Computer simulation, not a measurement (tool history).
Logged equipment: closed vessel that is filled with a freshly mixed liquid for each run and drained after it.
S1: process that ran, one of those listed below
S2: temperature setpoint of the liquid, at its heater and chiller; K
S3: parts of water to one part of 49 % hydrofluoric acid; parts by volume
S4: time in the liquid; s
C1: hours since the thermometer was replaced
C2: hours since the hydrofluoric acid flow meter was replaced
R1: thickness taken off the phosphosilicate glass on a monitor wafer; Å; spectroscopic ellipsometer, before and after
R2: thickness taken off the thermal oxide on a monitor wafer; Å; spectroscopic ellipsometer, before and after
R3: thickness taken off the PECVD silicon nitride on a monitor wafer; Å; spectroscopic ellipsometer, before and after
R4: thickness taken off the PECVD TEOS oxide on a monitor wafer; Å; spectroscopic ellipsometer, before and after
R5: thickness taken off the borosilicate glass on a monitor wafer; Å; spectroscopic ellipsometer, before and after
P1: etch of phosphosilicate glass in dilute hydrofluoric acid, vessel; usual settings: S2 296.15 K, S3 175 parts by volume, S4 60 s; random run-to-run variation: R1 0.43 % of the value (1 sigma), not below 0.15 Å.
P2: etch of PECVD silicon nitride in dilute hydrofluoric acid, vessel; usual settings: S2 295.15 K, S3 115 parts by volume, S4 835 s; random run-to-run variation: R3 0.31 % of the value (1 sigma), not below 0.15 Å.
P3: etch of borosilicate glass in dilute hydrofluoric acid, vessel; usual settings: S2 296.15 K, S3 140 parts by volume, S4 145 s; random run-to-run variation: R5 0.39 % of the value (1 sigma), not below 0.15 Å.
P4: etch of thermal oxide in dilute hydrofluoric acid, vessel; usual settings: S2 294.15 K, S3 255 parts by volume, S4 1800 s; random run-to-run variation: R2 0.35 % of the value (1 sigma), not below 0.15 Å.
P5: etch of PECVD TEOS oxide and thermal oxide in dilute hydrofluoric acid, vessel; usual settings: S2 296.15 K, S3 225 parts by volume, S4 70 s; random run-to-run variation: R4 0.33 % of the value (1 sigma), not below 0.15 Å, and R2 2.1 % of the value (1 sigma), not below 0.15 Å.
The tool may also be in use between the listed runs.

run,hour,S1,S2,S3,S4,C1,C2,R1,R2,R3,R4,R5
1,9.8,P1,296.15,175,60,1228.1,486.8,393.87,,,,
2,17.6,P4,290.15,255,1800,1235.9,494.6,,201.53,,,
3,23.3,P1,296.15,175,60,1241.6,500.3,394.18,,,,
4,29.1,P1,296.15,310,110,1247.4,506.1,358.51,,,,
5,37.2,P2,299.15,115,835,1255.5,514.2,,,223.54,,
6,47.5,P1,296.15,260,60,1265.8,524.5,242.21,,,,
7,57.8,P4,294.15,255,1800,1276.1,534.8,,236.83,,,
8,64.6,P5,291.65,225,70,1282.9,541.6,,9.9583,,59.786,
9,73.5,P3,296.15,140,240,1291.8,550.5,,,,,642.97
10,82.8,P5,296.15,225,70,1301.1,559.8,,11.951,,70.995,
11,89,P3,296.15,140,145,1307.3,566,,,,,389.53
12,97.1,P2,295.15,195,835,1315.4,574.1,,,103.02,,
13,104.5,P2,295.15,115,835,1322.8,581.5,,,171.46,,
14,114.2,P1,296.15,175,60,1332.5,591.2,392.05,,,,
15,123.2,P1,296.15,175,115,1341.5,600.2,754.35,,,,
16,131.5,P5,296.15,225,120,1349.8,608.5,,20.525,,121.35,
17,141.7,P5,296.15,225,70,1360,618.7,,12.36,,70.562,
18,150.1,P3,302.65,140,145,1368.4,627.1,,,,,496.81
19,158,P3,296.15,250,145,1376.3,635,,,,,192.01
20,162.9,P1,296.15,45,60,1381.2,639.9,1784.9,,,,
21,169.1,P5,296.15,360,70,1387.4,646.1,,6.9426,,38.846,
22,176.4,P2,295.15,115,245,1394.7,653.4,,,50.813,,
23,184.3,P4,294.15,255,1800,1402.6,661.3,,234,,,
24,188.9,P1,300.65,175,60,1407.2,665.9,461.94,,,,
25,194,P1,296.15,40,85,1412.3,671,2868.5,,,,
26,198.6,P3,296.15,140,145,1416.9,675.6,,,,,387.56
27,207.9,P1,290.15,175,60,1426.2,684.9,311.22,,,,
28,215.4,P1,296.15,175,60,1433.7,692.4,395.78,,,,
29,224.2,P1,296.15,175,30,1442.5,701.2,196.52,,,,
30,229.3,P4,294.15,255,430,1447.6,706.3,,56.125,,,
31,234.1,P4,294.15,420,1800,1452.4,711.1,,122.97,,,
32,244.4,P1,296.15,175,60,1462.7,721.4,392.44,,,,
33,249.6,P1,296.15,175,60,1467.9,726.6,388.73,,,,
34,256.4,P1,296.15,175,60,1474.7,733.4,382.79,,,,
35,264.7,P1,296.15,175,60,1483,741.7,376.42,,,,
36,270.5,P1,296.15,175,60,1488.8,747.5,376.9,,,,
37,276.7,P1,296.15,175,60,1495,753.7,375.69,,,,
38,286.6,P1,296.15,175,60,1504.9,763.6,372.59,,,,
39,291.7,P1,296.15,175,60,1510,768.7,372.06,,,,
40,301,P1,296.15,175,60,1519.3,778,370.33,,,,
41,309.7,P1,296.15,175,60,1528,786.7,371.24,,,,
42,315,P1,296.15,175,60,1533.3,792,373.57,,,,

Something has made what P1 gives creep away from where it was; the 2 causes below, each at its own stated size, fit the log equally well:
A: hydrofluoric acid flow below the setpoint (%) = 4.7
B: liquid colder than its thermometer reads (K) = 1.51
The creep began at about hour 244.4.

Below are 4 check runs, each on a single wafer, with their results shown as question marks. Which of them would tell the listed causes apart, meaning the causes would give clearly different results under it?
check 1,320.3,P5,296.15,225,70,,,,?,,?,
check 2,320.3,P3,296.15,140,145,,,,,,,?
check 3,320.3,P4,294.15,255,1800,,,,?,,,
check 4,320.3,P2,295.15,115,835,,,,,?,,

Predicted outcomes, by check and by cause:
check,result,if A,if B
check 1,R2,11.558,11.598
check 1,R4,66.771,67
check 2,R5,366.77,365.57
check 3,R2,221.43,222.25
check 4,R3,164.04,155.43
Distance between the nearest two causes, measured in the result of the check that separates them most: check 1 0.34 %; check 2 0.33 %; check 3 0.37 %; check 4 5.39 %
Check 4 is the one run that separates the causes; every other check would come out nearly the same whichever cause is at work.

Check 4 has now been run. It gave: R3 163.99 Å. Which of the candidate causes is it?

It was cause A: hydrofluoric acid flow below the setpoint (%).
